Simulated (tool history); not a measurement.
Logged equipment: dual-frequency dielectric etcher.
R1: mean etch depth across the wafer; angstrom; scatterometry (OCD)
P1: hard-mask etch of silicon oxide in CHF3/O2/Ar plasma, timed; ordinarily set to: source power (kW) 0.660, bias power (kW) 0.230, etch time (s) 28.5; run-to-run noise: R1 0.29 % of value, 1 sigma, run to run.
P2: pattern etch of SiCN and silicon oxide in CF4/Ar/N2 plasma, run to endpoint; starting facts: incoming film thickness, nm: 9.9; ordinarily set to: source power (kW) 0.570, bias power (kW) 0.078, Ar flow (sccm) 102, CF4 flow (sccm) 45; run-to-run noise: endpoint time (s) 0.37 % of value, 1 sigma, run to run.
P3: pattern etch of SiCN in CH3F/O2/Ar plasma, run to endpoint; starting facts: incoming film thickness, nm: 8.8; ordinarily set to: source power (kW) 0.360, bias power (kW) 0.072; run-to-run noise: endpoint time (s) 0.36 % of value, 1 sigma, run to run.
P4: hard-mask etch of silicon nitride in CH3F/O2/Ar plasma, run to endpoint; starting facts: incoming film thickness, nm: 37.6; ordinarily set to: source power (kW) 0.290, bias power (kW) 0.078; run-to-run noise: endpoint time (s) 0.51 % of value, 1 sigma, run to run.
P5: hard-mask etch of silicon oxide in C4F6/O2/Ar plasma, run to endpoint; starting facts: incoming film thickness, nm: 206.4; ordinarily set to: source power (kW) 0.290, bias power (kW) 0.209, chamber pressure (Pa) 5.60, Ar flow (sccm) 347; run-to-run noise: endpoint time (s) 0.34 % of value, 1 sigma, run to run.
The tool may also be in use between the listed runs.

run 1 hour=12.3 | process_that_ran=P1 source_power_(kW)=0.660 bias_power_(kW)=0.230 etch_time_(s)=28.5 | R1=633.23
run 2 hour=19.3 | process_that_ran=P1 source_power_(kW)=0.660 bias_power_(kW)=0.145 etch_time_(s)=16.5 | R1=315.76
run 3 hour=28.3 | process_that_ran=P5 source_power_(kW)=0.290 bias_power_(kW)=0.209 chamber_pressure_(Pa)=5.60 Ar_flow_(sccm)=212 | endpoint_time_(s)=70.9300
run 4 hour=42.0 | process_that_ran=P2 source_power_(kW)=0.570 bias_power_(kW)=0.078 Ar_flow_(sccm)=102 CF4_flow_(sccm)=45 | endpoint_time_(s)=10.0750
run 5 hour=50.1 | process_that_ran=P1 source_power_(kW)=0.660 bias_power_(kW)=0.141 etch_time_(s)=28.5 | R1=538.61
run 6 hour=63.1 | process_that_ran=P1 source_power_(kW)=0.660 bias_power_(kW)=0.230 etch_time_(s)=35.5 | R1=795.49
run 7 hour=71.1 | process_that_ran=P1 source_power_(kW)=0.810 bias_power_(kW)=0.230 etch_time_(s)=28.5 | R1=687.63
run 8 hour=85.9 | process_that_ran=P2 source_power_(kW)=0.570 bias_power_(kW)=0.078 Ar_flow_(sccm)=102 CF4_flow_(sccm)=29 | endpoint_time_(s)=10.7530
run 9 hour=95.0 | process_that_ran=P2 source_power_(kW)=0.570 bias_power_(kW)=0.078 Ar_flow_(sccm)=102 CF4_flow_(sccm)=45 | endpoint_time_(s)=10.1160
run 10 hour=105.4 | process_that_ran=P5 source_power_(kW)=0.290 bias_power_(kW)=0.209 chamber_pressure_(Pa)=5.60 Ar_flow_(sccm)=347 | endpoint_time_(s)=74.4570
run 11 hour=117.9 | process_that_ran=P2 source_power_(kW)=0.570 bias_power_(kW)=0.078 Ar_flow_(sccm)=124 CF4_flow_(sccm)=45 | endpoint_time_(s)=10.4390
run 12 hour=126.3 | process_that_ran=P1 source_power_(kW)=0.660 bias_power_(kW)=0.230 etch_time_(s)=28.5 | R1=632.19
run 13 hour=135.4 | process_that_ran=P5 source_power_(kW)=0.290 bias_power_(kW)=0.257 chamber_pressure_(Pa)=5.60 Ar_flow_(sccm)=347 | endpoint_time_(s)=69.3310
run 14 hour=146.9 | process_that_ran=P5 source_power_(kW)=0.290 bias_power_(kW)=0.209 chamber_pressure_(Pa)=3.80 Ar_flow_(sccm)=347 | endpoint_time_(s)=71.4910
run 15 hour=154.2 | process_that_ran=P1 source_power_(kW)=0.660 bias_power_(kW)=0.230 etch_time_(s)=28.5 | R1=634.49
run 16 hour=166.0 | process_that_ran=P1 source_power_(kW)=0.660 bias_power_(kW)=0.230 etch_time_(s)=28.5 | R1=636.39
run 17 hour=176.4 | process_that_ran=P1 source_power_(kW)=0.660 bias_power_(kW)=0.230 etch_time_(s)=15.5 | R1=346.38
run 18 hour=183.0 | process_that_ran=P4 source_power_(kW)=0.290 bias_power_(kW)=0.078 | endpoint_time_(s)=58.8600
run 19 hour=193.5 | process_that_ran=P4 source_power_(kW)=0.180 bias_power_(kW)=0.078 | endpoint_time_(s)=70.7070
run 20 hour=201.4 | process_that_ran=P1 source_power_(kW)=0.660 bias_power_(kW)=0.230 etch_time_(s)=28.5 | R1=640.08
run 21 hour=209.7 | process_that_ran=P1 source_power_(kW)=0.660 bias_power_(kW)=0.230 etch_time_(s)=28.5 | R1=631.93
run 22 hour=220.4 | process_that_ran=P2 source_power_(kW)=0.570 bias_power_(kW)=0.046 Ar_flow_(sccm)=102 CF4_flow_(sccm)=45 | endpoint_time_(s)=11.9910
run 23 hour=230.8 | process_that_ran=P5 source_power_(kW)=0.380 bias_power_(kW)=0.209 chamber_pressure_(Pa)=5.60 Ar_flow_(sccm)=347 | endpoint_time_(s)=67.3550
run 24 hour=245.2 | process_that_ran=P1 source_power_(kW)=0.660 bias_power_(kW)=0.304 etch_time_(s)=28.5 | R1=698.55
run 25 hour=259.1 | process_that_ran=P1 source_power_(kW)=0.520 bias_power_(kW)=0.320 etch_time_(s)=28.5 | R1=655.93
run 26 hour=270.0 | process_that_ran=P4 source_power_(kW)=0.290 bias_power_(kW)=0.047 | endpoint_time_(s)=70.6710
run 27 hour=279.0 | process_that_ran=P4 source_power_(kW)=0.290 bias_power_(kW)=0.078 | endpoint_time_(s)=59.6460
run 28 hour=292.5 | process_that_ran=P1 source_power_(kW)=0.510 bias_power_(kW)=0.230 etch_time_(s)=28.5 | R1=576.22
run 29 hour=307.0 | process_that_ran=P5 source_power_(kW)=0.290 bias_power_(kW)=0.209 chamber_pressure_(Pa)=5.60 Ar_flow_(sccm)=347 | endpoint_time_(s)=74.8990
run 30 hour=317.1 | process_that_ran=P3 source_power_(kW)=0.360 bias_power_(kW)=0.072 | endpoint_time_(s)=24.7880
run 31 hour=330.0 | process_that_ran=P2 source_power_(kW)=0.750 bias_power_(kW)=0.078 Ar_flow_(sccm)=102 CF4_flow_(sccm)=45 | endpoint_time_(s)=7.9112
run 32 hour=338.4 | process_that_ran=P3 source_power_(kW)=0.360 bias_power_(kW)=0.085 | endpoint_time_(s)=23.2610
run 33 hour=351.5 | process_that_ran=P3 source_power_(kW)=0.210 bias_power_(kW)=0.072 | endpoint_time_(s)=30.2770
run 34 hour=358.8 | process_that_ran=P1 source_power_(kW)=0.660 bias_power_(kW)=0.230 etch_time_(s)=28.5 | R1=635.74
run 35 hour=366.6 | process_that_ran=P1 source_power_(kW)=0.660 bias_power_(kW)=0.230 etch_time_(s)=28.5 | R1=631.66
run 36 hour=380.4 | process_that_ran=P1 source_power_(kW)=0.660 bias_power_(kW)=0.230 etch_time_(s)=28.5 | R1=630.91
run 37 hour=394.0 | process_that_ran=P1 source_power_(kW)=0.660 bias_power_(kW)=0.230 etch_time_(s)=28.5 | R1=632.93
run 38 hour=407.1 | process_that_ran=P1 source_power_(kW)=0.660 bias_power_(kW)=0.230 etch_time_(s)=28.5 | R1=626.61
run 39 hour=418.5 | process_that_ran=P1 source_power_(kW)=0.660 bias_power_(kW)=0.230 etch_time_(s)=28.5 | R1=626.94
-- hour=424.3 wet clean of the chamber
run 40 hour=430.4 | process_that_ran=P1 source_power_(kW)=0.660 bias_power_(kW)=0.230 etch_time_(s)=28.5 | R1=623.91
run 41 hour=443.9 | process_that_ran=P1 source_power_(kW)=0.660 bias_power_(kW)=0.230 etch_time_(s)=28.5 | R1=625.02
run 42 hour=454.6 | process_that_ran=P1 source_power_(kW)=0.660 bias_power_(kW)=0.230 etch_time_(s)=28.5 | R1=623.49
run 43 hour=461.9 | process_that_ran=P1 source_power_(kW)=0.660 bias_power_(kW)=0.230 etch_time_(s)=28.5 | R1=624.84
run 44 hour=468.3 | process_that_ran=P1 source_power_(kW)=0.660 bias_power_(kW)=0.230 etch_time_(s)=28.5 | R1=625.37

P1 no longer gives what it gave before; its output has crept away from where it was. The following 2 causes, each at its listed size, fit the log equally well:
A: source power that arrives under what is set, % = 4.21
B: bias power that arrives under what is set, % = 4.56
Onset of the creep was near hour 358.8.
All other causes, with the reason each is excluded:
chamber walls in a state that lowers the etch rate, %: work on it at hour 424.3, done after the drift set in, did not restore what the process gave before

The list below offers 4 check runs, each averaging the results of 2 wafers, and shows each result as a question mark. For which of them would the listed causes give clearly different results?
run check 1 hour=474.7 | process_that_ran=P2 source_power_(kW)=0.570 bias_power_(kW)=0.078 Ar_flow_(sccm)=102 CF4_flow_(sccm)=45 | endpoint_time_(s)=?
run check 2 hour=474.7 | process_that_ran=P5 source_power_(kW)=0.290 bias_power_(kW)=0.209 chamber_pressure_(Pa)=5.60 Ar_flow_(sccm)=347 | endpoint_time_(s)=?
run check 3 hour=474.7 | process_that_ran=P3 source_power_(kW)=0.360 bias_power_(kW)=0.072 | endpoint_time_(s)=?
run check 4 hour=474.7 | process_that_ran=P4 source_power_(kW)=0.290 bias_power_(kW)=0.078 | endpoint_time_(s)=?

Predicted outcomes, by check and by cause:
check=check_1 result=endpoint_time_(s) if_A=10.4520 if_B=10.2380
check=check_2 result=endpoint_time_(s) if_A=75.9810 if_B=75.9040
check=check_3 result=endpoint_time_(s) if_A=25.1960 if_B=25.2070
check=check_4 result=endpoint_time_(s) if_A=60.3460 if_B=60.3740
Minimum pairwise separation of causes per check, each pair taken at its best-separating result: check 1 2.07 %; check 2 0.1 %; check 3 0.04 %; check 4 0.05 %
Check 1 tells the causes apart: in the others they would give nearly the same result.

With check 1 done, the readings were: endpoint time (s) 10.2770. Identify which of the listed causes applies.

It was cause B: bias power that arrives under what is set, %.

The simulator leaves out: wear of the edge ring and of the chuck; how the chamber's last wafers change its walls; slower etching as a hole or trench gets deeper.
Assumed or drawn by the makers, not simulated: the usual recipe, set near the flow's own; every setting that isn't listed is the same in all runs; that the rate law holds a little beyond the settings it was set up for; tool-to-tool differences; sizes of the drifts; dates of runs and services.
